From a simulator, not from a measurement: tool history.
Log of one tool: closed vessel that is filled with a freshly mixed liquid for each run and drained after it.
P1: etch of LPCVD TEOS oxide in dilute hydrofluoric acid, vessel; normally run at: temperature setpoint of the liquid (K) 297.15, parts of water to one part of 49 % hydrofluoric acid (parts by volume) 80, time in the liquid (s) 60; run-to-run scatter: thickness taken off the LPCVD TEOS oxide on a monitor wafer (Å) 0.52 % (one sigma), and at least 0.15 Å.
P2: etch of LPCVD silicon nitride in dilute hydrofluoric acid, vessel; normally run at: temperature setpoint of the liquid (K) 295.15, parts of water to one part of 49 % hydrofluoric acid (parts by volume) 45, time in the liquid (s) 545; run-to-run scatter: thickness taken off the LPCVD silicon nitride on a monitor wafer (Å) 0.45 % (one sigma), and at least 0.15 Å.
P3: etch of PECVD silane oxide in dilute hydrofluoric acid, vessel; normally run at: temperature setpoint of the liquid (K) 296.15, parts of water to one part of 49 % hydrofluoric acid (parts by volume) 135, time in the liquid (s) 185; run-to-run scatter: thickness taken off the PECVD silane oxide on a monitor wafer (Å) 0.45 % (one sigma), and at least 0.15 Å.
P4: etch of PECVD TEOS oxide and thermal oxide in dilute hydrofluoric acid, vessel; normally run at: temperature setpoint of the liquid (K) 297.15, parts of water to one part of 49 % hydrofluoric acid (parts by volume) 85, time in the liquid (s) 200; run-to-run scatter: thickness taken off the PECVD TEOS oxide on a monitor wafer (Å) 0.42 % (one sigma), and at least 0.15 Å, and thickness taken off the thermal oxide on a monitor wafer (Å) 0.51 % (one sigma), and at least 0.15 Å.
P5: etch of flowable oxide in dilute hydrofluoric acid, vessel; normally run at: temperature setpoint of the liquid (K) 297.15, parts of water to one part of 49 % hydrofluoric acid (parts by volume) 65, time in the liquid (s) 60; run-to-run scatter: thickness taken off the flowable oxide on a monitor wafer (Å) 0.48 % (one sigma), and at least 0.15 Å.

| run | hour | process that ran | temperature setpoint of the liquid (K) | parts of water to one part of 49 % hydrofluoric acid (parts by volume) | time in the liquid (s) | thickness taken off the LPCVD TEOS oxide on a monitor wafer (Å) | thickness taken off the PECVD TEOS oxide on a monitor wafer (Å) | thickness taken off the thermal oxide on a monitor wafer (Å) | thickness taken off the PECVD silane oxide on a monitor wafer (Å) | thickness taken off the flowable oxide on a monitor wafer (Å) | thickness taken off the LPCVD silicon nitride on a monitor wafer (Å) |
|---|---|---|---|---|---|---|---|---|---|---|---|
| 1 | 9.3 | P1 | 297.15 | 80 | 60 | 312.69 |  |  |  |  |  |
| 2 | 19.5 | P1 | 297.15 | 50 | 60 | 529.22 |  |  |  |  |  |
| 3 | 27.8 | P1 | 297.15 | 80 | 35 | 182.27 |  |  |  |  |  |
| 4 | 34.8 | P1 | 297.15 | 80 | 60 | 314.42 |  |  |  |  |  |
| 5 | 41.8 | P1 | 297.15 | 80 | 60 | 316.57 |  |  |  |  |  |
| 6 | 51.1 | P4 | 297.15 | 30 | 200 |  | 1434.2 | 338.09 |  |  |  |
| 7 | 62.8 | P3 | 296.15 | 135 | 185 |  |  |  | 363.41 |  |  |
| 8 | 75 | P5 | 292.65 | 65 | 60 |  |  |  |  | 327.25 |  |
|  | 76.6 | thermometer replaced |
| 9 | 84.5 | P3 | 296.15 | 35 | 185 |  |  |  | 1584.5 |  |  |
| 10 | 96.7 | P4 | 297.15 | 85 | 30 |  | 70.983 | 16.505 |  |  |  |
| 11 | 106.4 | P1 | 297.15 | 80 | 60 | 312.43 |  |  |  |  |  |
| 12 | 116.3 | P2 | 301.15 | 45 | 545 |  |  |  |  |  | 74.258 |
| 13 | 124.3 | P4 | 297.15 | 85 | 200 |  | 469.27 | 112.01 |  |  |  |
| 14 | 135.4 | P5 | 297.15 | 65 | 30 |  |  |  |  | 196.49 |  |
| 15 | 144.1 | P1 | 304.15 | 80 | 105 | 721.24 |  |  |  |  |  |
| 16 | 149.9 | P2 | 295.15 | 45 | 1070 |  |  |  |  |  | 97.328 |
| 17 | 156 | P1 | 301.65 | 20 | 60 | 1631.5 |  |  |  |  |  |
| 18 | 162.3 | P1 | 290.15 | 80 | 60 | 233.57 |  |  |  |  |  |
| 19 | 172.6 | P2 | 295.15 | 20 | 545 |  |  |  |  |  | 107.81 |
| 20 | 183.6 | P1 | 297.15 | 80 | 90 | 475.29 |  |  |  |  |  |
| 21 | 191.9 | P1 | 297.15 | 80 | 60 | 312.98 |  |  |  |  |  |
| 22 | 198.4 | P1 | 297.15 | 145 | 60 | 160.52 |  |  |  |  |  |
| 23 | 205.4 | P1 | 297.15 | 80 | 60 | 316.72 |  |  |  |  |  |
| 24 | 211.2 | P1 | 303.15 | 80 | 60 | 397.51 |  |  |  |  |  |
| 25 | 218.5 | P1 | 297.15 | 80 | 60 | 314.02 |  |  |  |  |  |
| 26 | 228.4 | P5 | 297.15 | 35 | 60 |  |  |  |  | 761.72 |  |
| 27 | 238.9 | P4 | 302.15 | 85 | 200 |  | 575.98 | 136.67 |  |  |  |
| 28 | 250.5 | P3 | 296.15 | 135 | 360 |  |  |  | 707.82 |  |  |
| 29 | 255.9 | P3 | 300.65 | 135 | 185 |  |  |  | 430.62 |  |  |
| 30 | 267.2 | P5 | 297.15 | 65 | 60 |  |  |  |  | 389.64 |  |
| 31 | 278.5 | P2 | 295.15 | 45 | 545 |  |  |  |  |  | 49.437 |
| 32 | 285.3 | P5 | 297.15 | 65 | 60 |  |  |  |  | 391.16 |  |
| 33 | 292.1 | P1 | 297.15 | 80 | 60 | 317.87 |  |  |  |  |  |
| 34 | 298.2 | P1 | 297.15 | 80 | 60 | 306.88 |  |  |  |  |  |
| 35 | 309.3 | P1 | 297.15 | 80 | 60 | 299.49 |  |  |  |  |  |
| 36 | 321.1 | P1 | 297.15 | 80 | 60 | 289.16 |  |  |  |  |  |
| 37 | 330.3 | P1 | 297.15 | 80 | 60 | 289.32 |  |  |  |  |  |
| 38 | 338.8 | P1 | 297.15 | 80 | 60 | 289.02 |  |  |  |  |  |
| 39 | 349.7 | P1 | 297.15 | 80 | 60 | 286.44 |  |  |  |  |  |
| 40 | 360.2 | P1 | 297.15 | 80 | 60 | 285.04 |  |  |  |  |  |
| 41 | 366.6 | P1 | 297.15 | 80 | 60 | 287.24 |  |  |  |  |  |
| 42 | 374.3 | P1 | 297.15 | 80 | 60 | 286.37 |  |  |  |  |  |

What P1 gives has crept away from where it was. These 2 causes fit the log equally well, each at the size given:
A: hydrofluoric acid flow below the setpoint (%) = 8.39
B: liquid colder than its thermometer reads (K) = 2.39
The creep began at about hour 292.1.

4 check runs are offered, one wafer each, their results left as question marks. Which one tells the causes apart?
| check 1 | 382 | P2 | 298.65 | 45 | 1000 |  |  |  |  |  | ? |
| check 2 | 382 | P5 | 297.15 | 50 | 60 |  |  |  |  | ? |  |
| check 3 | 382 | P3 | 296.15 | 85 | 185 |  |  |  | ? |  |  |
| check 4 | 382 | P4 | 301.15 | 85 | 200 |  | ? | ? |  |  |  |

What each check would give under each cause:
| check | result | if A | if B |
|---|---|---|---|
| check 1 | thickness taken off the LPCVD silicon nitride on a monitor wafer (Å) | 105.56 | 97.894 |
| check 2 | thickness taken off the flowable oxide on a monitor wafer (Å) | 474.28 | 471.64 |
| check 3 | thickness taken off the PECVD silane oxide on a monitor wafer (Å) | 554.77 | 554.48 |
| check 4 | thickness taken off the PECVD TEOS oxide on a monitor wafer (Å) | 500.72 | 503.15 |
| check 4 | thickness taken off the thermal oxide on a monitor wafer (Å) | 118.36 | 118.94 |
How far apart the two closest causes lie, in the result that separates them most: check 1 7.54 %; check 2 0.56 %; check 3 0.05 %; check 4 0.49 %
Only check 1 tells the causes apart: in the others they would give nearly the same result.

Then check 1 was run and gave: thickness taken off the LPCVD silicon nitride on a monitor wafer (Å) 106.09. Which cause is it?

It is A: hydrofluoric acid flow below the setpoint (%).

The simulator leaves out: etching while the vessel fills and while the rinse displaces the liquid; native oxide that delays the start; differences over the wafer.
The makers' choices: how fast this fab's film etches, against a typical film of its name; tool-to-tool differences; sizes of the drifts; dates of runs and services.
